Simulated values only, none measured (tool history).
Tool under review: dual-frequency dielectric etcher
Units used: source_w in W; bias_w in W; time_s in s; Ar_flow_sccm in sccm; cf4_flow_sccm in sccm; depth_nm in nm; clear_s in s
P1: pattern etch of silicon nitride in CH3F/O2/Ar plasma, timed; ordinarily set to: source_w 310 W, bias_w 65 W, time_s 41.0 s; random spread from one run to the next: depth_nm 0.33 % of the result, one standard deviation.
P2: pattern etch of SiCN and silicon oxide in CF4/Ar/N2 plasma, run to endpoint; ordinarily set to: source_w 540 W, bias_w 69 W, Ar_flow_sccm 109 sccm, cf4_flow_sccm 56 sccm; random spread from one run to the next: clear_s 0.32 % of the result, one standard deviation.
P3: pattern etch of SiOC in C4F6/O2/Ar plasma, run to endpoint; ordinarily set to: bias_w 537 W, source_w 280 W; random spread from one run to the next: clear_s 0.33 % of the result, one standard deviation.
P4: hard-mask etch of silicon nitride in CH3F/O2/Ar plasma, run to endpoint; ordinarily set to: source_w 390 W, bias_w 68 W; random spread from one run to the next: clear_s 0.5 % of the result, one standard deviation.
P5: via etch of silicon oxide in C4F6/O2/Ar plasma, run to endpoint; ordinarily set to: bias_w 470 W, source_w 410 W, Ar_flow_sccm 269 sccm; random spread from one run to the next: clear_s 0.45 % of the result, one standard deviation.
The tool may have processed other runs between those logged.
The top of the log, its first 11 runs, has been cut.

run 12 hour=154.9 | process=P1 source_w=310 bias_w=86 time_s=41.0 | depth_nm=26.873
run 13 hour=162.8 | process=P1 source_w=310 bias_w=65 time_s=51.5 | depth_nm=30.486
run 14 hour=180.3 | process=P2 source_w=400 bias_w=69 Ar_flow_sccm=109 cf4_flow_sccm=56 | clear_s=18.059
run 15 hour=191.7 | process=P5 source_w=410 bias_w=470 Ar_flow_sccm=269 | clear_s=43.905
run 16 hour=205.3 | process=P3 source_w=200 bias_w=537 | clear_s=12.777
run 17 hour=222.2 | process=P1 source_w=310 bias_w=42 time_s=41.0 | depth_nm=21.072
run 18 hour=230.8 | process=P4 source_w=390 bias_w=68 | clear_s=76.473
run 19 hour=247.0 | process=P5 source_w=410 bias_w=314 Ar_flow_sccm=269 | clear_s=50.549
run 20 hour=257.6 | process=P1 source_w=310 bias_w=65 time_s=41.0 | depth_nm=24.342
run 21 hour=266.9 | process=P2 source_w=540 bias_w=95 Ar_flow_sccm=109 cf4_flow_sccm=56 | clear_s=12.390
run 22 hour=278.2 | process=P2 source_w=540 bias_w=69 Ar_flow_sccm=81 cf4_flow_sccm=56 | clear_s=13.206
run 23 hour=286.6 | process=P1 source_w=310 bias_w=65 time_s=41.0 | depth_nm=24.499
run 24 hour=300.9 | process=P1 source_w=310 bias_w=65 time_s=41.0 | depth_nm=24.287
run 25 hour=317.2 | process=P2 source_w=540 bias_w=69 Ar_flow_sccm=109 cf4_flow_sccm=56 | clear_s=13.860
run 26 hour=335.2 | process=P3 source_w=280 bias_w=537 | clear_s=11.318

Predict the results of run 27:
run 27 hour=352.7 | process=P1 source_w=310 bias_w=65 time_s=23.0 | depth_nm=?

Run 27 yielded depth_nm 13.581 nm.
